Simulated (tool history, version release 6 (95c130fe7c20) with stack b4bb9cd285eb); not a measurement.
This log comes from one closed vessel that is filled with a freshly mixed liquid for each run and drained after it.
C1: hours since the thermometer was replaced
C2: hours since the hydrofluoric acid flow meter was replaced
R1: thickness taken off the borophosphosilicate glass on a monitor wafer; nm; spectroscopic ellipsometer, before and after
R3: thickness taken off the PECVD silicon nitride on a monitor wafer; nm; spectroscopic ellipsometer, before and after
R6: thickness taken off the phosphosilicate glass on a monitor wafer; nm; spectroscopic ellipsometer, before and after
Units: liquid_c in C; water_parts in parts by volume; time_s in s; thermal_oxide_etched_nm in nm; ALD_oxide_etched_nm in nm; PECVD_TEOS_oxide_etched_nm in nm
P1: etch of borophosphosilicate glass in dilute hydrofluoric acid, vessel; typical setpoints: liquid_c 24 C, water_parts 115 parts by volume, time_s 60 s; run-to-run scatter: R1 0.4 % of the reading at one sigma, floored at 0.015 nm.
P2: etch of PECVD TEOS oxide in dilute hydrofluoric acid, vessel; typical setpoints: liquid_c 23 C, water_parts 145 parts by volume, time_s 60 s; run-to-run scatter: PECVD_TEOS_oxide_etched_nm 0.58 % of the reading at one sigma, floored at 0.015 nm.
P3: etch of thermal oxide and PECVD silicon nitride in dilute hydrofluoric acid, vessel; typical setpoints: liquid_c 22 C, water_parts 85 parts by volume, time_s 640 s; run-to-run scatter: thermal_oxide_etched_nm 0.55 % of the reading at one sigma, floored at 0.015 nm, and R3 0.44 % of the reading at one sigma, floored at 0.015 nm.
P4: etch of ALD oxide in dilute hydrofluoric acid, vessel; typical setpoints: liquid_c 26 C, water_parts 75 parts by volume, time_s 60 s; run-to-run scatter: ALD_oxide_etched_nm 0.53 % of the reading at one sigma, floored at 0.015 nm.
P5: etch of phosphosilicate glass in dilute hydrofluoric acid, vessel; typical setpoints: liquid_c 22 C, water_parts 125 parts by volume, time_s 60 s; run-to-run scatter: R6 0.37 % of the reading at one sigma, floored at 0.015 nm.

{"run": 1, "hour": 9.0, "process": "P1", "liquid_c": 24, "water_parts": 115, "time_s": 60, "C1": 119.1, "C2": 1348.1, "R1": 30.739}
{"run": 2, "hour": 14.4, "process": "P3", "liquid_c": 22, "water_parts": 30, "time_s": 640, "C1": 124.5, "C2": 1353.5, "thermal_oxide_etched_nm": 103.5, "R3": 99.122}
{"run": 3, "hour": 23.4, "process": "P1", "liquid_c": 19, "water_parts": 115, "time_s": 60, "C1": 133.5, "C2": 1362.5, "R1": 24.818}
{"run": 4, "hour": 29.1, "process": "P4", "liquid_c": 26, "water_parts": 75, "time_s": 60, "C1": 139.2, "C2": 1368.2, "ALD_oxide_etched_nm": 20.491}
{"run": 5, "hour": 34.6, "process": "P1", "liquid_c": 24, "water_parts": 115, "time_s": 30, "C1": 144.7, "C2": 1373.7, "R1": 15.099}
{"run": 6, "hour": 40.6, "process": "P2", "liquid_c": 23, "water_parts": 145, "time_s": 30, "C1": 150.7, "C2": 1379.7, "PECVD_TEOS_oxide_etched_nm": 3.1913}
{"run": 7, "hour": 49.0, "process": "P5", "liquid_c": 18.5, "water_parts": 125, "time_s": 60, "C1": 159.1, "C2": 1388.1, "R6": 27.091}
{"run": 8, "hour": 58.0, "process": "P4", "liquid_c": 31.5, "water_parts": 75, "time_s": 60, "C1": 168.1, "C2": 1397.1, "ALD_oxide_etched_nm": 25.538}
{"run": 9, "hour": 64.3, "process": "P1", "liquid_c": 24, "water_parts": 20, "time_s": 60, "C1": 174.4, "C2": 1403.4, "R1": 198.26}
{"run": 10, "hour": 70.1, "process": "P1", "liquid_c": 24, "water_parts": 115, "time_s": 60, "C1": 180.2, "C2": 1409.2, "R1": 30.375}
{"run": 11, "hour": 74.6, "process": "P2", "liquid_c": 23, "water_parts": 145, "time_s": 60, "C1": 184.7, "C2": 1413.7, "PECVD_TEOS_oxide_etched_nm": 6.3631}
{"run": 12, "hour": 83.3, "process": "P2", "liquid_c": 28, "water_parts": 145, "time_s": 60, "C1": 193.4, "C2": 1422.4, "PECVD_TEOS_oxide_etched_nm": 7.6851}
{"run": 13, "hour": 92.1, "process": "P4", "liquid_c": 26, "water_parts": 75, "time_s": 30, "C1": 202.2, "C2": 1431.2, "ALD_oxide_etched_nm": 10.284}
{"run": 14, "hour": 100.1, "process": "P5", "liquid_c": 22, "water_parts": 125, "time_s": 60, "C1": 210.2, "C2": 1439.2, "R6": 31.132}
{"run": 15, "hour": 107.6, "process": "P1", "liquid_c": 24, "water_parts": 115, "time_s": 115, "C1": 217.7, "C2": 1446.7, "R1": 58.553}
{"run": 16, "hour": 116.7, "process": "P4", "liquid_c": 26, "water_parts": 40, "time_s": 60, "C1": 226.8, "C2": 1455.8, "ALD_oxide_etched_nm": 40.603}
{"hour": 124.3, "done": "thermometer replaced"}
{"run": 17, "hour": 126.5, "process": "P1", "liquid_c": 24, "water_parts": 115, "time_s": 60, "C1": 2.2, "C2": 1465.6, "R1": 30.29}
{"run": 18, "hour": 136.1, "process": "P3", "liquid_c": 22, "water_parts": 85, "time_s": 340, "C1": 11.8, "C2": 1475.2, "thermal_oxide_etched_nm": 18.11, "R3": 18.969}
{"run": 19, "hour": 145.0, "process": "P1", "liquid_c": 30, "water_parts": 115, "time_s": 60, "C1": 20.7, "C2": 1484.1, "R1": 38.488}
{"run": 20, "hour": 154.7, "process": "P1", "liquid_c": 24, "water_parts": 195, "time_s": 60, "C1": 30.4, "C2": 1493.8, "R1": 16.372}
{"run": 21, "hour": 163.9, "process": "P3", "liquid_c": 27, "water_parts": 85, "time_s": 640, "C1": 39.6, "C2": 1503, "thermal_oxide_etched_nm": 41.359, "R3": 50.111}
{"run": 22, "hour": 172.1, "process": "P1", "liquid_c": 24, "water_parts": 115, "time_s": 60, "C1": 47.8, "C2": 1511.2, "R1": 30.375}
{"run": 23, "hour": 176.5, "process": "P1", "liquid_c": 28.5, "water_parts": 65, "time_s": 60, "C1": 52.2, "C2": 1515.6, "R1": 68.625}
{"run": 24, "hour": 184.0, "process": "P5", "liquid_c": 22, "water_parts": 125, "time_s": 60, "C1": 59.7, "C2": 1523.1, "R6": 31.314}
{"run": 25, "hour": 188.8, "process": "P3", "liquid_c": 22, "water_parts": 85, "time_s": 640, "C1": 64.5, "C2": 1527.9, "thermal_oxide_etched_nm": 33.77, "R3": 35.768}
{"run": 26, "hour": 196.7, "process": "P5", "liquid_c": 22, "water_parts": 125, "time_s": 105, "C1": 72.4, "C2": 1535.8, "R6": 54.647}
{"run": 27, "hour": 202.4, "process": "P2", "liquid_c": 23, "water_parts": 145, "time_s": 60, "C1": 78.1, "C2": 1541.5, "PECVD_TEOS_oxide_etched_nm": 6.4184}
{"run": 28, "hour": 211.9, "process": "P5", "liquid_c": 22, "water_parts": 45, "time_s": 60, "C1": 87.6, "C2": 1551, "R6": 95.142}
{"run": 29, "hour": 218.4, "process": "P2", "liquid_c": 23, "water_parts": 245, "time_s": 60, "C1": 94.1, "C2": 1557.5, "PECVD_TEOS_oxide_etched_nm": 3.423}
{"run": 30, "hour": 227.7, "process": "P1", "liquid_c": 24, "water_parts": 115, "time_s": 60, "C1": 103.4, "C2": 1566.8, "R1": 30.346}
{"run": 31, "hour": 236.2, "process": "P1", "liquid_c": 24, "water_parts": 115, "time_s": 60, "C1": 111.9, "C2": 1575.3, "R1": 29.096}
{"run": 32, "hour": 244.2, "process": "P1", "liquid_c": 24, "water_parts": 115, "time_s": 60, "C1": 119.9, "C2": 1583.3, "R1": 28.627}
{"run": 33, "hour": 250.9, "process": "P1", "liquid_c": 24, "water_parts": 115, "time_s": 60, "C1": 126.6, "C2": 1590, "R1": 28.027}
{"run": 34, "hour": 256.2, "process": "P1", "liquid_c": 24, "water_parts": 115, "time_s": 60, "C1": 131.9, "C2": 1595.3, "R1": 28.083}
{"run": 35, "hour": 261.7, "process": "P1", "liquid_c": 24, "water_parts": 115, "time_s": 60, "C1": 137.4, "C2": 1600.8, "R1": 27.853}
{"run": 36, "hour": 271.6, "process": "P1", "liquid_c": 24, "water_parts": 115, "time_s": 60, "C1": 147.3, "C2": 1610.7, "R1": 27.806}
{"run": 37, "hour": 281.3, "process": "P1", "liquid_c": 24, "water_parts": 115, "time_s": 60, "C1": 157, "C2": 1620.4, "R1": 27.697}

P1 no longer gives what it gave before; its output has crept away from where it was. The following 2 causes, each at its listed size, fit the log equally well:
A: hydrofluoric acid flow below the setpoint (%) = 7.61
B: liquid colder than its thermometer reads (K) = 2.29
The process output started creeping at around hour 227.7.

Question marks stand in for the results of the 4 check runs listed below, each run on one wafer. Under which run would the listed causes show clearly different results?
{"run": "check 1", "hour": 291.0, "process": "P2", "liquid_c": 23, "water_parts": 145, "time_s": 60, "PECVD_TEOS_oxide_etched_nm": "?"}
{"run": "check 2", "hour": 291.0, "process": "P5", "liquid_c": 22, "water_parts": 125, "time_s": 60, "R6": "?"}
{"run": "check 3", "hour": 291.0, "process": "P4", "liquid_c": 26, "water_parts": 75, "time_s": 60, "ALD_oxide_etched_nm": "?"}
{"run": "check 4", "hour": 291.0, "process": "P3", "liquid_c": 22, "water_parts": 85, "time_s": 640, "thermal_oxide_etched_nm": "?", "R3": "?"}

Check results expected under each cause:
check=check_1 result=PECVD_TEOS_oxide_etched_nm if_A=5.8398 if_B=5.8555
check=check_2 result=R6 if_A=28.443 if_B=28.412
check=check_3 result=ALD_oxide_etched_nm if_A=18.941 if_B=18.859
check=check_4 result=thermal_oxide_etched_nm if_A=31.142 if_B=30.931
check=check_4 result=R3 if_A=33.196 if_B=30.701
Per check, the gap between the least separated pair of causes, taken in the result that splits them most: check 1 0.27 %; check 2 0.11 %; check 3 0.43 %; check 4 7.81 %
Only check 4 tells the causes apart: in the others they would give nearly the same result.

After running check 4, the following was obtained: thermal_oxide_etched_nm 30.938 nm; R3 30.763 nm. Which cause does this point to?

B is the cause: liquid colder than its thermometer reads (K).

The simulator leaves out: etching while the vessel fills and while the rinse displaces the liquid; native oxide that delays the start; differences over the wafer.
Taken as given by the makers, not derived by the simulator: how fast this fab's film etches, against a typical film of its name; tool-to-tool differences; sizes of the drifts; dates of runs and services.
